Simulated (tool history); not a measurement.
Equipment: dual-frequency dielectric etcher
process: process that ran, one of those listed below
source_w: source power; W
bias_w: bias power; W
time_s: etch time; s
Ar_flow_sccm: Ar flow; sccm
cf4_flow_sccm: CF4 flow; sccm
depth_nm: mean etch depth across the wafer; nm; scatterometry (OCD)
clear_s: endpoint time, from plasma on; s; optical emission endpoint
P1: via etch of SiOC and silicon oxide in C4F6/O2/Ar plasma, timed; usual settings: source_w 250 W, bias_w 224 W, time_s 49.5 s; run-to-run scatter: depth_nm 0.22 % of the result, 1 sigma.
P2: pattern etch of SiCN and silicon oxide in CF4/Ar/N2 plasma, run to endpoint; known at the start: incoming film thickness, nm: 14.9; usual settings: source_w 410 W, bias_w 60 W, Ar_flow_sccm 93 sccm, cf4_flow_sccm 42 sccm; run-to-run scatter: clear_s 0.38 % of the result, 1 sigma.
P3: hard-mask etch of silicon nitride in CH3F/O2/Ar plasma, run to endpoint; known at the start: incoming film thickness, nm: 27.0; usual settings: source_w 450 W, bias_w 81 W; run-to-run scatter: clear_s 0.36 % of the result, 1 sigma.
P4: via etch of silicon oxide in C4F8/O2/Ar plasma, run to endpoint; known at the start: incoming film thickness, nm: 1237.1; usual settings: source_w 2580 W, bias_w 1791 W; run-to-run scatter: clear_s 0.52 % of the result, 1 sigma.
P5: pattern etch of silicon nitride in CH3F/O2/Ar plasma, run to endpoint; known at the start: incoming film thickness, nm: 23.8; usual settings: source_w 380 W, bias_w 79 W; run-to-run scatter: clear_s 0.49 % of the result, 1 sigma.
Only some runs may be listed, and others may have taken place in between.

run	hour	process	source_w	bias_w	time_s	Ar_flow_sccm	cf4_flow_sccm	depth_nm	clear_s
1	4.7	P1	250	224	49.5			51.88	
2	9.8	P3	600	81					33.121
3	15	P3	450	81					36.992
4	20.3	P2	410	60		93	34		22.355
5	23.2	P1	250	140	49.5			44.533	
6	26.5	P1	200	224	49.5			47.602	
7	31	P2	410	60		93	42		21.625
8	34.3	P1	250	278	49.5			56.074	
9	38.7	P1	300	279	49.5			60.017	
10	43.4	P1	250	224	49.5			51.801	
11	49.2	P2	340	60		93	42		25.557
12	53.9	P3	450	97					34.887
13	58.8	P1	250	224	49.5			51.977	
14	61.8	P2	410	60		110	42		22.107
15	66.1	P5	300	79					37.375
16	69.2	P5	380	59					37.605
17	74.3	P5	380	79					34.129
# hour 76.2: wet clean of the chamber
18	77.6	P1	250	224	32.5			34.017	
# hour 81.2: bias power generator calibrated
19	81.8	P4	2580	2475					211.86
20	86.5	P1	250	224	49.5			51.693	
21	92.3	P5	380	79					34.032
22	95.4	P1	250	224	64			67.208	
23	99.6	P2	410	44		93	42		23.672
24	102.7	P1	300	224	49.5			55.351	
25	105.9	P1	180	224	67.5			62.549	
26	111.7	P4	1580	1791					284.59
27	114.8	P4	2580	1791					232.34
28	119.9	P1	250	224	49.5			51.812	
29	124.2	P1	250	224	49.5			52.044	
30	127.4	P1	250	224	49.5			52.161	
31	130.9	P1	250	224	49.5			52.418	
# hour 134.1: wet clean of the chamber
32	134.9	P1	250	224	49.5			52.693	
33	137.7	P1	250	224	49.5			52.665	
34	142.6	P1	250	224	49.5			52.866	
35	146.1	P1	250	224	49.5			52.62	

Something has made what P1 gives creep away from where it was; the 2 causes below, each at its own stated size, fit the log equally well:
A: bias power that arrives over what is set, % = 4.86
B: source power that arrives over what is set, % = 4.45
The creep began at about hour 124.2.
Other possible causes, and why each is ruled out:
chamber walls in a state that raises the etch rate, %: serviced at hour 134.1, after the change had begun; the process did not return to its earlier output

Consider the 4 check runs below, whose results appear as question marks and each of which averages 2 wafers. Which one distinguishes the causes, in that each cause would give it a clearly different result?
check 1	149.6	P5	380	79					?
check 2	149.6	P4	2580	1791					?
check 3	149.6	P2	410	60		93	42		?
check 4	149.6	P3	450	81					?

What each check would give under each cause:
check	result	if A	if B
check 1	clear_s	33.548	33.559
check 2	clear_s	230.12	229.07
check 3	clear_s	21.115	20.666
check 4	clear_s	36.352	36.358
Smallest distance between any two causes, each pair judged by its most separating result, in per cent: check 1 0.03 %; check 2 0.46 %; check 3 2.15 %; check 4 0.02 %
The other checks would show nearly matching results whichever cause is true, so check 3 is the only one that separates the causes.

With check 3 done, the readings were: clear_s 21.033 s. Identify which of the listed causes applies.

It is A: bias power that arrives over what is set, %.
